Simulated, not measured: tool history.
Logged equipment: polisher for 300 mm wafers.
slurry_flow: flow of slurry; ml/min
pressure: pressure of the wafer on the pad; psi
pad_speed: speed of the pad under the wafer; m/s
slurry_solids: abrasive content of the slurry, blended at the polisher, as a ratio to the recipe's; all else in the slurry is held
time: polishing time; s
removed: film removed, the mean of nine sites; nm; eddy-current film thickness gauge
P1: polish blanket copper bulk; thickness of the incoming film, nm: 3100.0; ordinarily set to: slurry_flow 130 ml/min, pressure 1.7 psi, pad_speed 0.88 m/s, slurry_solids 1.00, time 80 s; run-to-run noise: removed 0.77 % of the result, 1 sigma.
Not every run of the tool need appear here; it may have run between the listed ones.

{"run": 1, "day": 0.625, "slurry_flow": 130, "pressure": 1.7, "pad_speed": 0.88, "slurry_solids": 1.0, "time": 80, "removed": 372.46}
{"run": 2, "day": 1.112, "slurry_flow": 130, "pressure": 1.7, "pad_speed": 0.88, "slurry_solids": 1.4, "time": 80, "removed": 402.5}
{"run": 3, "day": 1.692, "slurry_flow": 130, "pressure": 1.7, "pad_speed": 0.88, "slurry_solids": 1.0, "time": 53, "removed": 248.05}
{"run": 4, "day": 2.417, "slurry_flow": 130, "pressure": 1.7, "pad_speed": 0.88, "slurry_solids": 1.0, "time": 80, "removed": 374.54}
{"run": 5, "day": 3.117, "slurry_flow": 130, "pressure": 1.7, "pad_speed": 0.88, "slurry_solids": 0.65, "time": 80, "removed": 339.63}
{"run": 6, "day": 3.812, "slurry_flow": 130, "pressure": 1.7, "pad_speed": 0.62, "slurry_solids": 1.0, "time": 80, "removed": 266.84}
{"run": 7, "day": 4.442, "slurry_flow": 130, "pressure": 1.7, "pad_speed": 0.88, "slurry_solids": 1.0, "time": 80, "removed": 374.77}
{"run": 8, "day": 5.0, "slurry_flow": 130, "pressure": 1.7, "pad_speed": 0.88, "slurry_solids": 1.0, "time": 80, "removed": 369.41}
{"run": 9, "day": 5.729, "slurry_flow": 80, "pressure": 1.1, "pad_speed": 0.88, "slurry_solids": 1.0, "time": 80, "removed": 216.0}
{"run": 10, "day": 6.092, "slurry_flow": 130, "pressure": 1.2, "pad_speed": 0.88, "slurry_solids": 0.8, "time": 80, "removed": 251.05}
{"run": 11, "day": 6.496, "slurry_flow": 80, "pressure": 1.7, "pad_speed": 0.88, "slurry_solids": 1.0, "time": 80, "removed": 330.53}
{"run": 12, "day": 7.242, "slurry_flow": 130, "pressure": 1.7, "pad_speed": 1.36, "slurry_solids": 1.0, "time": 80, "removed": 568.65}
{"run": 13, "day": 7.625, "slurry_flow": 130, "pressure": 2.2, "pad_speed": 0.88, "slurry_solids": 1.0, "time": 80, "removed": 484.76}
{"run": 14, "day": 8.292, "slurry_flow": 130, "pressure": 1.7, "pad_speed": 0.88, "slurry_solids": 1.0, "time": 80, "removed": 372.71}
{"run": 15, "day": 8.871, "slurry_flow": 195, "pressure": 1.7, "pad_speed": 0.88, "slurry_solids": 1.0, "time": 80, "removed": 394.15}
{"day": 9.258, "done": "worn pad replaced by a new one"}
{"run": 16, "day": 9.608, "slurry_flow": 130, "pressure": 1.1, "pad_speed": 0.88, "slurry_solids": 1.0, "time": 80, "removed": 242.49}
{"run": 17, "day": 10.317, "slurry_flow": 130, "pressure": 1.7, "pad_speed": 0.88, "slurry_solids": 1.0, "time": 119, "removed": 555.47}
{"run": 18, "day": 10.862, "slurry_flow": 130, "pressure": 1.7, "pad_speed": 0.88, "slurry_solids": 1.0, "time": 80, "removed": 374.0}

Forecast run 19:
{"run": 19, "day": 11.617, "slurry_flow": 130, "pressure": 1.7, "pad_speed": 0.88, "slurry_solids": 1.0, "time": 80, "removed": "?"}

{"run 19": {"removed": 351.18}}

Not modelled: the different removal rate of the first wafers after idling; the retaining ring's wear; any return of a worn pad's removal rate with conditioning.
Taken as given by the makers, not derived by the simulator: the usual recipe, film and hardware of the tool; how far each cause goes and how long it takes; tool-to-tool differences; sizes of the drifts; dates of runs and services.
